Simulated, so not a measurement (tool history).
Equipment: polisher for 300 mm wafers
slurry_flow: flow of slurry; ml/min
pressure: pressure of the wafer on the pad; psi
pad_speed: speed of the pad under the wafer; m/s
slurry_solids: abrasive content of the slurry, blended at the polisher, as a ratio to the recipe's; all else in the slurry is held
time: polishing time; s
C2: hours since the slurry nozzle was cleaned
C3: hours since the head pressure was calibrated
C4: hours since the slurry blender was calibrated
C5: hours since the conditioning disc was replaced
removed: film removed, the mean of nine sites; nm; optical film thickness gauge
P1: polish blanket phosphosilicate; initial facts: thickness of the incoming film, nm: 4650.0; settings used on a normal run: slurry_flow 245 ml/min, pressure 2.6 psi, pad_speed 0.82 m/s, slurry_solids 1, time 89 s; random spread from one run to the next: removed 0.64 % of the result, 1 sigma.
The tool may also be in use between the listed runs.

run 1 day=0.146 | slurry_flow=245 pressure=2.6 pad_speed=0.82 slurry_solids=1 time=89 | wafers_polished_on_this_pad=543 C2=279.2 C3=105.1 C4=120.1 C5=349.9 | removed=523.02
run 2 day=0.275 | slurry_flow=245 pressure=2.6 pad_speed=0.82 slurry_solids=1.45 time=89 | wafers_polished_on_this_pad=562 C2=282.3 C3=108.2 C4=123.2 C5=353 | removed=614.01
run 3 day=0.454 | slurry_flow=245 pressure=2.6 pad_speed=0.82 slurry_solids=0.75 time=89 | wafers_polished_on_this_pad=589 C2=286.6 C3=112.5 C4=127.5 C5=357.3 | removed=457.83
run 4 day=0.612 | slurry_flow=245 pressure=4 pad_speed=0.82 slurry_solids=1 time=89 | wafers_polished_on_this_pad=612 C2=290.4 C3=116.3 C4=131.3 C5=361.1 | removed=811.61
run 5 day=0.788 | slurry_flow=145 pressure=2.6 pad_speed=0.82 slurry_solids=1 time=89 | wafers_polished_on_this_pad=638 C2=294.6 C3=120.5 C4=135.5 C5=365.3 | removed=485.76
run 6 day=0.904 | slurry_flow=245 pressure=2.6 pad_speed=0.82 slurry_solids=1 time=89 | wafers_polished_on_this_pad=655 C2=297.4 C3=123.3 C4=138.3 C5=368.1 | removed=517.09
run 7 day=1.029 | slurry_flow=245 pressure=2.6 pad_speed=1.28 slurry_solids=1 time=89 | wafers_polished_on_this_pad=673 C2=300.4 C3=126.3 C4=141.3 C5=371.1 | removed=750.59
run 8 day=1.129 | slurry_flow=245 pressure=1.6 pad_speed=0.82 slurry_solids=1 time=89 | wafers_polished_on_this_pad=688 C2=302.8 C3=128.7 C4=143.7 C5=373.5 | removed=321.04
run 9 day=1.283 | slurry_flow=245 pressure=2.6 pad_speed=0.82 slurry_solids=1 time=131 | wafers_polished_on_this_pad=710 C2=306.5 C3=132.4 C4=147.4 C5=377.2 | removed=774.07
run 10 day=1.433 | slurry_flow=245 pressure=1.7 pad_speed=0.82 slurry_solids=1.45 time=89 | wafers_polished_on_this_pad=732 C2=310.1 C3=136 C4=151 C5=380.8 | removed=397.76
run 11 day=1.558 | slurry_flow=245 pressure=2.6 pad_speed=0.42 slurry_solids=1 time=89 | wafers_polished_on_this_pad=751 C2=313.1 C3=139 C4=154 C5=383.8 | removed=306.71
-- day=1.667 conditioning disc replaced and pad reconditioned
run 12 day=1.679 | slurry_flow=370 pressure=2.6 pad_speed=0.82 slurry_solids=1 time=89 | wafers_polished_on_this_pad=768 C2=316 C3=141.9 C4=156.9 C5=0.4 | removed=544.08
run 13 day=1.912 | slurry_flow=245 pressure=2.6 pad_speed=0.82 slurry_solids=1 time=89 | wafers_polished_on_this_pad=803 C2=321.6 C3=147.5 C4=162.5 C5=6 | removed=527.98
run 14 day=2.058 | slurry_flow=245 pressure=2.6 pad_speed=0.82 slurry_solids=1 time=89 | wafers_polished_on_this_pad=824 C2=325.1 C3=151 C4=166 C5=9.5 | removed=521.13
run 15 day=2.238 | slurry_flow=245 pressure=2.6 pad_speed=0.82 slurry_solids=1 time=40 | wafers_polished_on_this_pad=850 C2=329.4 C3=155.3 C4=170.3 C5=13.8 | removed=233.34

What does the tool deliver on the next run?
run 16 day=2.446 | slurry_flow=245 pressure=2.6 pad_speed=0.82 slurry_solids=1 time=89 | wafers_polished_on_this_pad=881 C2=334.4 C3=160.3 C4=175.3 C5=18.8 | removed=?

Run 16 yielded removed 517.43 nm.
